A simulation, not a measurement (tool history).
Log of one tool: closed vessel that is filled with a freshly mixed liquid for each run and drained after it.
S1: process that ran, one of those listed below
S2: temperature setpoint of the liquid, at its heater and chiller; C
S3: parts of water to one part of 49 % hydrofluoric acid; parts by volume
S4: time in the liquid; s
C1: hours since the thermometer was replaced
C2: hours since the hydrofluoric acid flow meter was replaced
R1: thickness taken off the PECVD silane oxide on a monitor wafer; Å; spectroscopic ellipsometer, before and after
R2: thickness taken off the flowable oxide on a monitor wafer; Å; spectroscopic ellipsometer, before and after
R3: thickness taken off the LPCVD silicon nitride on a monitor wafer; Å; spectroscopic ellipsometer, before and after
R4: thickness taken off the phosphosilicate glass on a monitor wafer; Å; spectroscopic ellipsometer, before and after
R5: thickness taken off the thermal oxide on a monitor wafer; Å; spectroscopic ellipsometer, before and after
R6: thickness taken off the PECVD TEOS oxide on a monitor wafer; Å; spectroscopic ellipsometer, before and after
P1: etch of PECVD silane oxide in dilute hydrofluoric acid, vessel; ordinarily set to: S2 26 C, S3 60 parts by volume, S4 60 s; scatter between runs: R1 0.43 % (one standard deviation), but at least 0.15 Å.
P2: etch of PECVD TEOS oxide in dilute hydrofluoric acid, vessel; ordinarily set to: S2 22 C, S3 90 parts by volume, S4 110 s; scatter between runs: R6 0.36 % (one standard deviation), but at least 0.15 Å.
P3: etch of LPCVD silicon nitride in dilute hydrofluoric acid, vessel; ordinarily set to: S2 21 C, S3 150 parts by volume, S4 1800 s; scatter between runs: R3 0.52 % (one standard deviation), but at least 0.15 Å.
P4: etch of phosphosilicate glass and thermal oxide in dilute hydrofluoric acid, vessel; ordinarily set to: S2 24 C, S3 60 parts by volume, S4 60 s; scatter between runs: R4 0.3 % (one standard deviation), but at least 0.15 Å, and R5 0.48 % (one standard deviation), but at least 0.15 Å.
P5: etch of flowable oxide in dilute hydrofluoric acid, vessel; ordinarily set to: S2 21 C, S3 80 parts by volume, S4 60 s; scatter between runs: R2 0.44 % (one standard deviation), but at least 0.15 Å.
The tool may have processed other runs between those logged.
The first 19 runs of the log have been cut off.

run	day	S1	S2	S3	S4	C1	C2	R1	R2	R3	R4	R5	R6
20	11.625	P1	33.5	60	30	1052.1	1630.3	349.48					
21	12.192	P1	26	60	30	1065.7	1643.9	259.42					
# day 12.208: thermometer replaced
22	12.575	P4	24	60	60	8.9	1653.1				997.37	50.379	
23	12.971	P1	26	90	60	18.4	1662.6	332.51					
24	13.725	P3	21	35	1800	36.5	1680.7			239.01			
25	14.083	P1	26	60	60	45.1	1689.3	522.24					
26	14.867	P5	21	80	30	63.9	1708.1		128.22				
27	15.588	P4	24	110	60	81.2	1725.4				514.5	25.85	
28	16.292	P3	21	150	1800	98.1	1742.3			57.654			
29	16.842	P4	24	60	60	111.3	1755.5				1001	50.644	

For run 30, what comes out?
30	17.55	P2	17	90	110	128.3	1772.5						?

Run 30 gave R6 147.12 Å.

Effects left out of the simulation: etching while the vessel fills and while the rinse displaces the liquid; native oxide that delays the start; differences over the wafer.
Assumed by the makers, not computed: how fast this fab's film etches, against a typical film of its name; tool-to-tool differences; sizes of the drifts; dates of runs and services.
